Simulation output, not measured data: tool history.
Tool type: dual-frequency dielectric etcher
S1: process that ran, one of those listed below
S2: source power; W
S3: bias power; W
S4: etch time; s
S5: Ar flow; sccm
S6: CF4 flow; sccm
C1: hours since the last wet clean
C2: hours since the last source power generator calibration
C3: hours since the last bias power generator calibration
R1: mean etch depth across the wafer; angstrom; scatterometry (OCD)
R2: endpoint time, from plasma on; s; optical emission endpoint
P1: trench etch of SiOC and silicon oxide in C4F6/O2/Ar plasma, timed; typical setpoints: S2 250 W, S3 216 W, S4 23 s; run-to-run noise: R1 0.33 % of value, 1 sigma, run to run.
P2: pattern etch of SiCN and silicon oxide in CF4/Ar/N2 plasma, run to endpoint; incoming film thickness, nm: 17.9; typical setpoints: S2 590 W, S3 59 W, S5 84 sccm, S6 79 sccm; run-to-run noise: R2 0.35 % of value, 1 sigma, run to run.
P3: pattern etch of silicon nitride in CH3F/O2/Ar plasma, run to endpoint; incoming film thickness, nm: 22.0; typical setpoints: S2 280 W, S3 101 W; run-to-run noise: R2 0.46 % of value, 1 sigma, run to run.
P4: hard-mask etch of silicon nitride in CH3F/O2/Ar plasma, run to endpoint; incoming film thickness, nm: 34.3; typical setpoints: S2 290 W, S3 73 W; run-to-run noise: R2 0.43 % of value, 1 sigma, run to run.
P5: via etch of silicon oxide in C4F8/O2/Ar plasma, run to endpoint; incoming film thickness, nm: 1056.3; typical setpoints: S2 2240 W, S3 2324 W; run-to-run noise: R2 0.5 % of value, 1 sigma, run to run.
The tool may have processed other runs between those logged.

run   hour  S1    S2    S3    S4  S5  S6     C1      C2     C3      R1      R2
  1    3.6  P1   250   216    23          394.4  2228.9    263  404.69
  2    7.7  P1   250   216    23          398.5    2233  267.1  406.49
  3     11  P4   290    88                401.8  2236.3  270.4          51.661
  4   15.2  P1   250   216    23            406  2240.5  274.6  405.82
  5   18.6  P1   250   216    23          409.4  2243.9    278  404.44
  6   21.3  P4   290    73                412.1  2246.6  280.7          54.712
  7   24.3  P1   250   267    23          415.1  2249.6  283.7  436.42
  8   28.9  P2   590    59        66  79  419.7  2254.2  288.3          16.351
  9   32.4  P1   250   216  12.5          423.2  2257.7  291.8  221.22
 10   34.7  P5  3130  2324                425.5    2260  294.1          169.37
 11     37  P4   290    73                427.8  2262.3  296.4          54.659
 12   41.1  P1   190   216  12.5          431.9  2266.4  300.5   197.2
 13   44.3  P1   250   216  31.5          435.1  2269.6  303.7  556.33
 14   48.3  P4   210    73                439.1  2273.6  307.7          62.267
 15   52.9  P1   200   216    23          443.7  2278.2  312.3  371.32
 16   55.7  P1   250   134    31          446.5    2281  315.1  467.63
 17   57.8  P3   280    59                448.6  2283.1  317.2          39.286
 18   60.5  P1   250   216    23          451.3  2285.8  319.9  405.42
 19   63.6  P5  2240  3161                454.4  2288.9    323             176
 20   67.3  P1   340   253    23          458.1  2292.6  326.7  479.24
 21   70.6  P2   590    59        84  79  461.4  2295.9    330          16.893
 22   74.7  P3   190   101                465.5    2300  334.1          37.493
 23   76.8  P1   250   125    23          467.6  2302.1  336.2  340.45
 24   80.7  P2   750    59        84  79  471.5    2306  340.1          13.685
 25   83.9  P5  2240  2324                474.7  2309.2  343.3          194.75
 26   86.3  P2   590    59        84  79  477.1  2311.6  345.7          16.886
 27   88.9  P2   590    72        84  79  479.7  2314.2  348.3          15.754
      92.3  -- wet clean of the chamber
 28   92.9  P1   310   216    23            0.6  2318.2  352.3   443.9
 29   97.6  P3   280   101                  5.3  2322.9    357          32.262
 30  102.1  P2   590    59        84  99    9.8  2327.4  361.5          16.354
 31  104.9  P1   250   216    23           12.6  2330.2  364.3  408.21
 32  109.3  P1   250   216    23             17  2334.6  368.7  401.98
 33  112.3  P1   250   216    23             20  2337.6  371.7  401.35
 34  115.6  P1   250   216    23           23.3  2340.9    375  400.12
 35  118.4  P1   250   216    23           26.1  2343.7  377.8  400.26
       121  -- wet clean of the chamber
 36  122.8  P1   250   216    23            1.9  2348.1  382.2  398.55
 37  126.6  P1   250   216    23            5.7  2351.9    386  397.18
 38  129.3  P1   250   216    23            8.4  2354.6  388.7  396.94
 39    134  P1   250   216    23           13.1  2359.3  393.4  400.16
 40  137.6  P1   250   216    23           16.7  2362.9    397  397.79
 41  140.5  P1   250   216    23           19.6  2365.8  399.9  398.33

The output of P1 has drifted from where it used to be. Each of the 2 causes below, taken at the size shown beside it, accounts for the log equally well:
A: source power that arrives under what is set, % = 4.19
B: bias power that arrives under what is set, % = 4.72
Creep in the process output first set in at about hour 104.9.
All other causes, with the reason each is excluded:
chamber walls in a state that lowers the etch rate, %: its service at hour 121 followed the start of the drift and did not put the process back to its old value

The 4 check runs listed below each average the results of 2 wafers, and their outcomes are marked with question marks. Under which run would the listed causes produce clearly different results?
check 1  143.4  P5  2240  2324                               ?
check 2  143.4  P3   280   101                               ?
check 3  143.4  P4   290    73                               ?
check 4  143.4  P2   590    59      84  79                   ?

Expected result of each check under each candidate cause:
  check  result    if A    if B
check 1      R2  196.49  195.92
check 2      R2  32.857  32.933
check 3      R2  55.897  55.945
check 4      R2  17.534   17.12
Smallest distance between any two causes, each pair judged by its most separating result, in per cent: check 1 0.29 %; check 2 0.23 %; check 3 0.08 %; check 4 2.38 %
The other checks would show nearly matching results whichever cause is true, so check 4 is the only one that separates the causes.

The results of check 4 are: R2 17.187 s. Based on these, which of the listed causes is it?

The cause is B: bias power that arrives under what is set, %.
